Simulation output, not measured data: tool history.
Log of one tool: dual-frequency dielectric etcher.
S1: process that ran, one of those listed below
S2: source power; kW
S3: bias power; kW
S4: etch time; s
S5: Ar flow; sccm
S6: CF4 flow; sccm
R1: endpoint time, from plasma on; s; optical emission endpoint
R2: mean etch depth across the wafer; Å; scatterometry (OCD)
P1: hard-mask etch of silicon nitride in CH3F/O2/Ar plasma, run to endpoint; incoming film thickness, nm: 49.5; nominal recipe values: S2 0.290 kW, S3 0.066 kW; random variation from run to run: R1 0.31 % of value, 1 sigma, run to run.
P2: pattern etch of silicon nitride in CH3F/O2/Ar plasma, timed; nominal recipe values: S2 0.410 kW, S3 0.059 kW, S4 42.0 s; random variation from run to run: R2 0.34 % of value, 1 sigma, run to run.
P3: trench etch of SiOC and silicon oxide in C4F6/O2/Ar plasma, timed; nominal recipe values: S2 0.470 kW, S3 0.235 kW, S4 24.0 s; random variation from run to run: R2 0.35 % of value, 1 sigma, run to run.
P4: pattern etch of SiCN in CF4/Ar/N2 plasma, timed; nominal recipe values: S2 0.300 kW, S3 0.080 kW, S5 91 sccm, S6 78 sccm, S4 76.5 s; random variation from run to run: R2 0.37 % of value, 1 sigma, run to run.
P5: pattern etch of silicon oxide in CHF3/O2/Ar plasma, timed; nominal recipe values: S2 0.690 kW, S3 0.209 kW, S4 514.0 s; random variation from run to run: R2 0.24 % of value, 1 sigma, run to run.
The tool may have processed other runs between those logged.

{"run": 1, "hour": 7.5, "S1": "P1", "S2": 0.29, "S3": 0.066, "R1": 83.182}
{"run": 2, "hour": 14.7, "S1": "P2", "S2": 0.41, "S3": 0.075, "S4": 42.0, "R2": 299.05}
{"run": 3, "hour": 21.0, "S1": "P1", "S2": 0.29, "S3": 0.066, "R1": 83.371}
{"run": 4, "hour": 25.9, "S1": "P4", "S2": 0.24, "S3": 0.08, "S4": 76.5, "S5": 91, "S6": 78, "R2": 396.61}
{"run": 5, "hour": 35.2, "S1": "P1", "S2": 0.4, "S3": 0.05, "R1": 80.688}
{"hour": 43.1, "done": "source power generator calibrated"}
{"run": 6, "hour": 44.5, "S1": "P2", "S2": 0.41, "S3": 0.059, "S4": 24.5, "R2": 160.1}
{"run": 7, "hour": 52.0, "S1": "P3", "S2": 0.47, "S3": 0.235, "S4": 24.0, "R2": 554.25}
{"run": 8, "hour": 58.8, "S1": "P3", "S2": 0.47, "S3": 0.235, "S4": 14.0, "R2": 326.41}
{"run": 9, "hour": 67.3, "S1": "P1", "S2": 0.29, "S3": 0.091, "R1": 74.047}
{"run": 10, "hour": 73.0, "S1": "P1", "S2": 0.29, "S3": 0.053, "R1": 89.344}
{"run": 11, "hour": 81.1, "S1": "P2", "S2": 0.29, "S3": 0.059, "S4": 42.0, "R2": 240.15}
{"run": 12, "hour": 88.2, "S1": "P5", "S2": 0.69, "S3": 0.209, "S4": 703.0, "R2": 15509.0}
{"run": 13, "hour": 98.0, "S1": "P4", "S2": 0.3, "S3": 0.08, "S4": 48.0, "S5": 91, "S6": 78, "R2": 300.02}
{"run": 14, "hour": 103.0, "S1": "P1", "S2": 0.23, "S3": 0.066, "R1": 91.009}
{"run": 15, "hour": 107.8, "S1": "P5", "S2": 0.69, "S3": 0.165, "S4": 514.0, "R2": 10430.0}
{"run": 16, "hour": 118.1, "S1": "P1", "S2": 0.29, "S3": 0.066, "R1": 83.01}
{"run": 17, "hour": 122.8, "S1": "P1", "S2": 0.29, "S3": 0.066, "R1": 83.208}
{"run": 18, "hour": 130.7, "S1": "P4", "S2": 0.3, "S3": 0.08, "S4": 76.5, "S5": 126, "S6": 78, "R2": 459.15}
{"run": 19, "hour": 140.2, "S1": "P3", "S2": 0.47, "S3": 0.286, "S4": 24.0, "R2": 597.42}
{"run": 20, "hour": 147.2, "S1": "P3", "S2": 0.47, "S3": 0.235, "S4": 24.0, "R2": 560.21}
{"run": 21, "hour": 157.3, "S1": "P2", "S2": 0.41, "S3": 0.059, "S4": 42.0, "R2": 276.18}
{"run": 22, "hour": 165.6, "S1": "P5", "S2": 0.84, "S3": 0.209, "S4": 514.0, "R2": 12268.0}
{"run": 23, "hour": 170.8, "S1": "P1", "S2": 0.29, "S3": 0.066, "R1": 83.239}
{"run": 24, "hour": 179.8, "S1": "P2", "S2": 0.41, "S3": 0.059, "S4": 42.0, "R2": 275.06}
{"run": 25, "hour": 187.9, "S1": "P1", "S2": 0.39, "S3": 0.066, "R1": 74.235}
{"run": 26, "hour": 197.7, "S1": "P4", "S2": 0.3, "S3": 0.08, "S4": 76.5, "S5": 91, "S6": 78, "R2": 476.53}
{"run": 27, "hour": 208.2, "S1": "P5", "S2": 0.69, "S3": 0.209, "S4": 514.0, "R2": 11314.0}
{"run": 28, "hour": 216.4, "S1": "P4", "S2": 0.3, "S3": 0.08, "S4": 76.5, "S5": 91, "S6": 78, "R2": 479.74}
{"run": 29, "hour": 223.7, "S1": "P4", "S2": 0.3, "S3": 0.104, "S4": 76.5, "S5": 91, "S6": 78, "R2": 528.69}
{"run": 30, "hour": 231.6, "S1": "P3", "S2": 0.35, "S3": 0.235, "S4": 24.0, "R2": 497.63}
{"run": 31, "hour": 238.4, "S1": "P4", "S2": 0.3, "S3": 0.08, "S4": 76.5, "S5": 91, "S6": 54, "R2": 459.53}
{"run": 32, "hour": 248.2, "S1": "P1", "S2": 0.29, "S3": 0.066, "R1": 83.812}
{"run": 33, "hour": 257.9, "S1": "P1", "S2": 0.29, "S3": 0.066, "R1": 83.202}
{"run": 34, "hour": 263.0, "S1": "P1", "S2": 0.29, "S3": 0.066, "R1": 83.005}
{"run": 35, "hour": 272.9, "S1": "P1", "S2": 0.29, "S3": 0.066, "R1": 82.267}
{"run": 36, "hour": 282.7, "S1": "P1", "S2": 0.29, "S3": 0.066, "R1": 82.129}
{"run": 37, "hour": 289.6, "S1": "P1", "S2": 0.29, "S3": 0.066, "R1": 82.2}
{"run": 38, "hour": 299.4, "S1": "P1", "S2": 0.29, "S3": 0.066, "R1": 81.917}
{"hour": 300.2, "done": "wet clean of the chamber"}
{"run": 39, "hour": 305.1, "S1": "P1", "S2": 0.29, "S3": 0.066, "R1": 81.846}
{"run": 40, "hour": 313.9, "S1": "P1", "S2": 0.29, "S3": 0.066, "R1": 82.329}
{"run": 41, "hour": 319.2, "S1": "P1", "S2": 0.29, "S3": 0.066, "R1": 82.023}

Compared with where it was, what P1 gives has crept away. Each cause listed below fits the log as well as the rest, at the size given for it:
A: bias power that arrives over what is set, % = 4.65
B: source power that arrives over what is set, % = 4.24
The onset of the drift is placed at about hour 257.9.
Each remaining cause and why it is not a fit:
chamber walls in a state that raises the etch rate, %: serviced at hour 300.2, after the change had begun; the process did not return to its earlier output

Consider the 4 check runs below, whose results appear as question marks and each of which averages 2 wafers. Which one distinguishes the causes, in that each cause would give it a clearly different result?
{"run": "check 1", "hour": 324.5, "S1": "P2", "S2": 0.41, "S3": 0.059, "S4": 42.0, "R2": "?"}
{"run": "check 2", "hour": 324.5, "S1": "P3", "S2": 0.47, "S3": 0.235, "S4": 24.0, "R2": "?"}
{"run": "check 3", "hour": 324.5, "S1": "P5", "S2": 0.69, "S3": 0.209, "S4": 514.0, "R2": "?"}
{"run": "check 4", "hour": 324.5, "S1": "P4", "S2": 0.3, "S3": 0.08, "S4": 76.5, "S5": 91, "S6": 78, "R2": "?"}

Check results expected under each cause:
check=check_1 result=R2 if_A=279.41 if_B=279.71
check=check_2 result=R2 if_A=567.33 if_B=567.83
check=check_3 result=R2 if_A=11499.00 if_B=11500.00
check=check_4 result=R2 if_A=488.88 if_B=498.88
Minimum pairwise separation of causes per check, each pair taken at its best-separating result: check 1 0.11 %; check 2 0.09 %; check 3 0.01 %; check 4 2.02 %
Only check 4 tells the causes apart: in the others they would give nearly the same result.

After running check 4, the following was obtained: R2 498.44 Å. Which cause does this point to?

It was cause B: source power that arrives over what is set, %.
